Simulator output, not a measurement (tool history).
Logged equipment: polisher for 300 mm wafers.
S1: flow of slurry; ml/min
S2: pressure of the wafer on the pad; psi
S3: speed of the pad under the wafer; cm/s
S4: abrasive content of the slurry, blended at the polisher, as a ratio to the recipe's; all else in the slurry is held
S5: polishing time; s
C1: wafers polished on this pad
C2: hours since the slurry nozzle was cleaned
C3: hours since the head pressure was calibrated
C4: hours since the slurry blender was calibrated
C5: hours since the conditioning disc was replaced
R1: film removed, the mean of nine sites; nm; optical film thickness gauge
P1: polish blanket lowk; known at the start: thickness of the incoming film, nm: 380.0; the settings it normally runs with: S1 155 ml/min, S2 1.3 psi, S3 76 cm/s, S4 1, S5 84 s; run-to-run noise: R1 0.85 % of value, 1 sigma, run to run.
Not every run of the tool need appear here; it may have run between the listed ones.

{"run": 1, "day": 0.167, "S1": 155, "S2": 1.3, "S3": 76, "S4": 1, "S5": 84, "C1": 364, "C2": 113.5, "C3": 97.9, "C4": 190, "C5": 39.2, "R1": 21.061}
{"run": 2, "day": 0.279, "S1": 100, "S2": 1.3, "S3": 50, "S4": 1, "S5": 84, "C1": 384, "C2": 116.2, "C3": 100.6, "C4": 192.7, "C5": 41.9, "R1": 13.731}
{"run": 3, "day": 0.446, "S1": 155, "S2": 1.3, "S3": 76, "S4": 1.3, "S5": 84, "C1": 413, "C2": 120.2, "C3": 104.6, "C4": 196.7, "C5": 45.9, "R1": 23.367}
{"run": 4, "day": 0.542, "S1": 155, "S2": 1.3, "S3": 76, "S4": 1, "S5": 120, "C1": 430, "C2": 122.5, "C3": 106.9, "C4": 199, "C5": 48.2, "R1": 29.853}
{"run": 5, "day": 0.729, "S1": 155, "S2": 1.3, "S3": 76, "S4": 1, "S5": 38, "C1": 463, "C2": 127, "C3": 111.4, "C4": 203.5, "C5": 52.7, "R1": 9.594}
{"run": 6, "day": 0.921, "S1": 155, "S2": 0.8, "S3": 76, "S4": 1, "S5": 84, "C1": 497, "C2": 131.6, "C3": 116, "C4": 208.1, "C5": 57.3, "R1": 12.809}
{"run": 7, "day": 1.079, "S1": 155, "S2": 1.3, "S3": 76, "S4": 1, "S5": 84, "C1": 525, "C2": 135.4, "C3": 119.8, "C4": 211.9, "C5": 61.1, "R1": 21.079}
{"run": 8, "day": 1.258, "S1": 155, "S2": 1.3, "S3": 76, "S4": 0.5, "S5": 84, "C1": 557, "C2": 139.7, "C3": 124.1, "C4": 216.2, "C5": 65.4, "R1": 14.376}
{"run": 9, "day": 1.383, "S1": 155, "S2": 1.3, "S3": 76, "S4": 1, "S5": 84, "C1": 579, "C2": 142.7, "C3": 127.1, "C4": 219.2, "C5": 68.4, "R1": 20.908}
{"run": 10, "day": 1.554, "S1": 155, "S2": 1.3, "S3": 114, "S4": 1, "S5": 84, "C1": 609, "C2": 146.8, "C3": 131.2, "C4": 223.3, "C5": 72.5, "R1": 28.97}
{"run": 11, "day": 1.646, "S1": 155, "S2": 2.1, "S3": 44, "S4": 1, "S5": 84, "C1": 625, "C2": 149, "C3": 133.4, "C4": 225.5, "C5": 74.7, "R1": 21.902}
{"run": 12, "day": 1.821, "S1": 100, "S2": 1.3, "S3": 76, "S4": 1, "S5": 84, "C1": 656, "C2": 153.2, "C3": 137.6, "C4": 229.7, "C5": 78.9, "R1": 19.43}
{"run": 13, "day": 1.925, "S1": 155, "S2": 1.3, "S3": 34, "S4": 1, "S5": 84, "C1": 674, "C2": 155.7, "C3": 140.1, "C4": 232.2, "C5": 81.4, "R1": 11.141}
{"day": 1.983, "done": "slurry nozzle cleaned"}
{"run": 14, "day": 2.108, "S1": 155, "S2": 1.3, "S3": 76, "S4": 1, "S5": 84, "C1": 707, "C2": 3, "C3": 144.5, "C4": 236.6, "C5": 85.8, "R1": 21.034}
{"run": 15, "day": 2.208, "S1": 235, "S2": 1.3, "S3": 76, "S4": 1, "S5": 84, "C1": 724, "C2": 5.4, "C3": 146.9, "C4": 239, "C5": 88.2, "R1": 22.096}
{"run": 16, "day": 2.392, "S1": 155, "S2": 1.3, "S3": 76, "S4": 1, "S5": 84, "C1": 757, "C2": 9.8, "C3": 151.3, "C4": 243.4, "C5": 92.6, "R1": 20.669}
{"run": 17, "day": 2.542, "S1": 155, "S2": 1.3, "S3": 76, "S4": 1, "S5": 84, "C1": 783, "C2": 13.4, "C3": 154.9, "C4": 247, "C5": 96.2, "R1": 20.535}
{"run": 18, "day": 2.683, "S1": 155, "S2": 1.7, "S3": 76, "S4": 1, "S5": 84, "C1": 808, "C2": 16.8, "C3": 158.3, "C4": 250.4, "C5": 99.6, "R1": 27.355}
{"run": 19, "day": 2.846, "S1": 155, "S2": 1.3, "S3": 76, "S4": 1, "S5": 84, "C1": 837, "C2": 20.7, "C3": 162.2, "C4": 254.3, "C5": 103.5, "R1": 21.055}
{"run": 20, "day": 3.004, "S1": 155, "S2": 1.3, "S3": 76, "S4": 1, "S5": 84, "C1": 865, "C2": 24.5, "C3": 166, "C4": 258.1, "C5": 107.3, "R1": 20.008}
{"run": 21, "day": 3.146, "S1": 155, "S2": 1.3, "S3": 76, "S4": 1, "S5": 84, "C1": 890, "C2": 27.9, "C3": 169.4, "C4": 261.5, "C5": 110.7, "R1": 19.687}
{"run": 22, "day": 3.292, "S1": 155, "S2": 1.3, "S3": 76, "S4": 1, "S5": 84, "C1": 915, "C2": 31.4, "C3": 172.9, "C4": 265, "C5": 114.2, "R1": 18.684}
{"run": 23, "day": 3.442, "S1": 155, "S2": 1.3, "S3": 76, "S4": 1, "S5": 84, "C1": 942, "C2": 35, "C3": 176.5, "C4": 268.6, "C5": 117.8, "R1": 18.676}
{"day": 3.608, "done": "head pressure recalibrated"}
{"run": 24, "day": 3.625, "S1": 155, "S2": 1.3, "S3": 76, "S4": 1, "S5": 84, "C1": 974, "C2": 39.4, "C3": 0.4, "C4": 273, "C5": 122.2, "R1": 18.258}
{"day": 3.662, "done": "slurry nozzle cleaned"}
{"run": 25, "day": 3.717, "S1": 155, "S2": 1.3, "S3": 76, "S4": 1, "S5": 84, "C1": 990, "C2": 1.3, "C3": 2.6, "C4": 275.2, "C5": 124.4, "R1": 18.577}
{"day": 3.729, "done": "conditioning disc replaced and pad reconditioned"}
{"run": 26, "day": 3.9, "S1": 155, "S2": 1.3, "S3": 76, "S4": 1, "S5": 84, "C1": 1023, "C2": 5.7, "C3": 7, "C4": 279.6, "C5": 4.1, "R1": 18.479}
{"run": 27, "day": 4.017, "S1": 155, "S2": 1.3, "S3": 76, "S4": 1, "S5": 84, "C1": 1043, "C2": 8.5, "C3": 9.8, "C4": 282.4, "C5": 6.9, "R1": 18.224}
{"run": 28, "day": 4.104, "S1": 155, "S2": 1.3, "S3": 76, "S4": 1, "S5": 84, "C1": 1059, "C2": 10.6, "C3": 11.9, "C4": 284.5, "C5": 9, "R1": 18.431}

What P1 gives has crept away from where it was. These 2 causes fit the log equally well, each at the size given:
A: removal rate lost through wear of the pad, % = 12.8
B: abrasive missing from the slurry, % = 24.4
The gradual shift began around day 2.846.
Excluded causes, each with its reason:
slurry flow missing at the pad, %: serviced at day 3.662, after the change had begun; the process did not return to its earlier output
head's pressure below its setpoint, %: serviced at day 3.608, after the change had begun; the process did not return to its earlier output
time polished since the conditioner stopped cutting, s: serviced at day 3.729, after the change had begun; the process did not return to its earlier output

Which of the check runs below tells the causes apart, meaning the causes would give it clearly different results? Each run uses 3 wafers whose results are averaged, and each result is shown as a question mark.
{"run": "check 1", "day": 4.192, "S1": 155, "S2": 1.3, "S3": 76, "S4": 0.6, "S5": 66, "R1": "?"}
{"run": "check 2", "day": 4.192, "S1": 155, "S2": 1.3, "S3": 42, "S4": 1, "S5": 84, "R1": "?"}
{"run": "check 3", "day": 4.192, "S1": 155, "S2": 1.6, "S3": 98, "S4": 1, "S5": 84, "R1": "?"}
{"run": "check 4", "day": 4.192, "S1": 155, "S2": 1.6, "S3": 76, "S4": 1, "S5": 42, "R1": "?"}

Check results expected under each cause:
check=check_1 result=R1 if_A=11.019 if_B=10.64
check=check_2 result=R1 if_A=11.371 if_B=11.372
check=check_3 result=R1 if_A=27.565 if_B=27.567
check=check_4 result=R1 if_A=11.246 if_B=11.247
Gap, in per cent, between the two causes that each check separates least, read from the result that separates them most: check 1 3.5 %; check 2 0.01 %; check 3 0.01 %; check 4 0.01 %
Only check 1 tells the causes apart: in the others they would give nearly the same result.

The results of check 1 are: R1 11.046 nm. Based on these, which of the listed causes is it?

Of the candidate causes, it is A: removal rate lost through wear of the pad, %.

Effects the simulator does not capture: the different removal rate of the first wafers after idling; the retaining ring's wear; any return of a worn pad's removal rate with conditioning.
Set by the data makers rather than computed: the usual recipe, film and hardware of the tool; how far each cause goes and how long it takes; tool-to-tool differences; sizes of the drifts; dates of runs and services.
